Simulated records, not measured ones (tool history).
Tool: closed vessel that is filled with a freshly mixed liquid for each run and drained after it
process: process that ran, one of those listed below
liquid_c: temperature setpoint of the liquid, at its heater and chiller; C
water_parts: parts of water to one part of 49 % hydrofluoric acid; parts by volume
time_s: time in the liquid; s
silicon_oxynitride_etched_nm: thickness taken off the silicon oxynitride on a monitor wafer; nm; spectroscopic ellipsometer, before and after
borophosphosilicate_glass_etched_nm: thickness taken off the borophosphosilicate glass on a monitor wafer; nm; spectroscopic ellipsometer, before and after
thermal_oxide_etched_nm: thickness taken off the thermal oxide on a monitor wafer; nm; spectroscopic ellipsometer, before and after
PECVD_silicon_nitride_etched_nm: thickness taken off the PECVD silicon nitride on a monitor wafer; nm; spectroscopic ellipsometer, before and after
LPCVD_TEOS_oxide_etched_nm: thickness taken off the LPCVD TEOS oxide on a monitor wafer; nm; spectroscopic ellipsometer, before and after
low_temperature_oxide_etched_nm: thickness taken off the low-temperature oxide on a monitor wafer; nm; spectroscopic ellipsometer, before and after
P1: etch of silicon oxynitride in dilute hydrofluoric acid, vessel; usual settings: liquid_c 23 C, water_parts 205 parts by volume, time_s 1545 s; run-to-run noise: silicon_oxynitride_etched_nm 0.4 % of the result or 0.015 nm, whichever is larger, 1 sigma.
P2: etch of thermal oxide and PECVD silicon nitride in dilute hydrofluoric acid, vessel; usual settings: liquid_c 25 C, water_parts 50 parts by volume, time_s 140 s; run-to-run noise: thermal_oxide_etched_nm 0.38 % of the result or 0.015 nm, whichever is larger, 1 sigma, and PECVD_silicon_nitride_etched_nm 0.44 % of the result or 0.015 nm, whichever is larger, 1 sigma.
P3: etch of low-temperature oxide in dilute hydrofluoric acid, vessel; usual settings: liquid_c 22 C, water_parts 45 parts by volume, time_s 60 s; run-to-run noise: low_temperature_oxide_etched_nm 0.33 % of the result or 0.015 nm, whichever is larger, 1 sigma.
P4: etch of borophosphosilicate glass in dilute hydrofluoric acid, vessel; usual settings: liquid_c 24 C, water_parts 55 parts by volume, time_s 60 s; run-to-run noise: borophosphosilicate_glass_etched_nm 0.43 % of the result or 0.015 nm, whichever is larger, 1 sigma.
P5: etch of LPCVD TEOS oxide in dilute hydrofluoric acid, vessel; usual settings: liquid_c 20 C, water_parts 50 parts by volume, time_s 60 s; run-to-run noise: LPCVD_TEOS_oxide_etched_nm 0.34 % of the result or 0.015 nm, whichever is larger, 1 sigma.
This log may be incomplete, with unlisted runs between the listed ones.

run	hour	process	liquid_c	water_parts	time_s	hours since the thermometer was replaced	hours since the hydrofluoric acid flow meter was replaced	silicon_oxynitride_etched_nm	borophosphosilicate_glass_etched_nm	thermal_oxide_etched_nm	PECVD_silicon_nitride_etched_nm	LPCVD_TEOS_oxide_etched_nm	low_temperature_oxide_etched_nm
1	3.3	P1	23	205	1545	207.2	516.6	9.6033					
2	7.9	P4	32	55	60	211.8	521.2		76.476				
3	10.8	P2	25	50	55	214.7	524.1			5.677	2.2556		
4	15.7	P5	20	50	60	219.6	529					18.585	
5	19.3	P1	30.5	355	1545	223.2	532.6	6.8187					
6	22.2	P1	23	360	1545	226.1	535.5	4.9266					
7	26	P1	23	205	1545	229.9	539.3	9.605					
8	31.2	P1	23	205	375	235.1	544.5	2.3265					
9	36.1	P4	24	55	110	240	549.4		101.95				
10	40.7	P3	22	45	60	244.6	554						46.922
11	47.2	P4	24	55	60	251.1	560.5		55.934				
12	52.1	P1	17	205	1545	256	565.4	7.2773					
13	56	P2	19	50	140	259.9	569.3			11.144	3.799		
14	60.1	P1	23	55	1545	264	573.4	40.266					
15	65.9	P2	25	50	140	269.8	579.2			14.355	5.6903		
16	68.9	P1	23	205	1545	272.8	582.2	9.6589					
17	71.8	P1	31	205	1545	275.7	585.1	13.593					
18	75.6	P5	17	50	60	279.5	588.9					16.186	
19	78.7	P5	20	25	60	282.6	592					38.04	
20	84.3	P3	28.5	45	60	288.2	597.6						60.968
21	89.1	P1	31	355	1545	293	602.4	6.8875					
22	94.3	P4	24	95	60	298.2	607.6		30.725				
23	99.1	P2	25	80	140	303	612.4			8.7059	3.579		
24	102.8	P5	20	50	110	306.7	616.1					33.883	
25	107.3	P1	23	205	1545	311.2	620.6	9.5973					
26	111.4	P3	22	45	60	315.3	624.7						46.714
27	117.4	P1	23	205	2555	321.3	630.7	15.899					
28	121.9	P1	23	205	1545	325.8	635.2	9.6213					
29	127.8	P3	22	45	105	331.7	641.1						81.74
30	132.7	P3	22	80	60	336.6	646						25.022
31	138.2	P1	29	115	1545	342.1	651.5	24.302					
32	143.7	P1	23	205	1545	347.6	657	9.6287					
33	147.2	P1	23	205	1545	351.1	660.5	9.5941					
34	150.3	P1	23	205	1545	354.2	663.6	9.7585					
35	156.8	P1	23	205	1545	360.7	670.1	9.9778					
36	160.8	P1	23	205	1545	364.7	674.1	10.029					
37	166	P1	23	205	1545	369.9	679.3	10.193					
38	172.5	P1	23	205	1545	376.4	685.8	10.157					
39	175.4	P1	23	205	1545	379.3	688.7	10.306					
40	180.8	P1	23	205	1545	384.7	694.1	10.357					
41	187.2	P1	23	205	1545	391.1	700.5	10.361					
42	193.8	P1	23	205	1545	397.7	707.1	10.378					
43	198	P1	23	205	1545	401.9	711.3	10.412					
44	201.5	P1	23	205	1545	405.4	714.8	10.443					

Something has made what P1 gives creep away from where it was; the 2 causes below, each at its own stated size, fit the log equally well:
A: liquid hotter than its thermometer reads (K) = 1.71
B: hydrofluoric acid flow above the setpoint (%) = 6.86
The gradual shift began around hour 147.2.

Which of the 4 check runs listed below separates the causes, so that each cause would produce a clearly different result? Each run uses one wafer, and its results are marked with question marks.
check 1	205	P3	22	45	60								?
check 2	205	P2	25	50	140					?	?		
check 3	205	P5	20	50	60							?	
check 4	205	P4	24	55	60				?				

Outcome of each check run for each possible cause:
check	result	if A	if B
check 1	low_temperature_oxide_etched_nm	50.122	50.06
check 2	thermal_oxide_etched_nm	15.391	15.413
check 2	PECVD_silicon_nitride_etched_nm	6.3899	6.086
check 3	LPCVD_TEOS_oxide_etched_nm	19.85	19.811
check 4	borophosphosilicate_glass_etched_nm	59.738	59.82
Separation of the two closest causes in each check, using whichever result separates them best: check 1 0.12 %; check 2 4.87 %; check 3 0.19 %; check 4 0.14 %
The other checks would show nearly matching results whichever cause is true, so check 2 is the only one that separates the causes.

After running check 2, the following was obtained: thermal_oxide_etched_nm 15.451 nm; PECVD_silicon_nitride_etched_nm 6.1146 nm. Which cause does this point to?

The correct cause is B, namely: hydrofluoric acid flow above the setpoint (%).
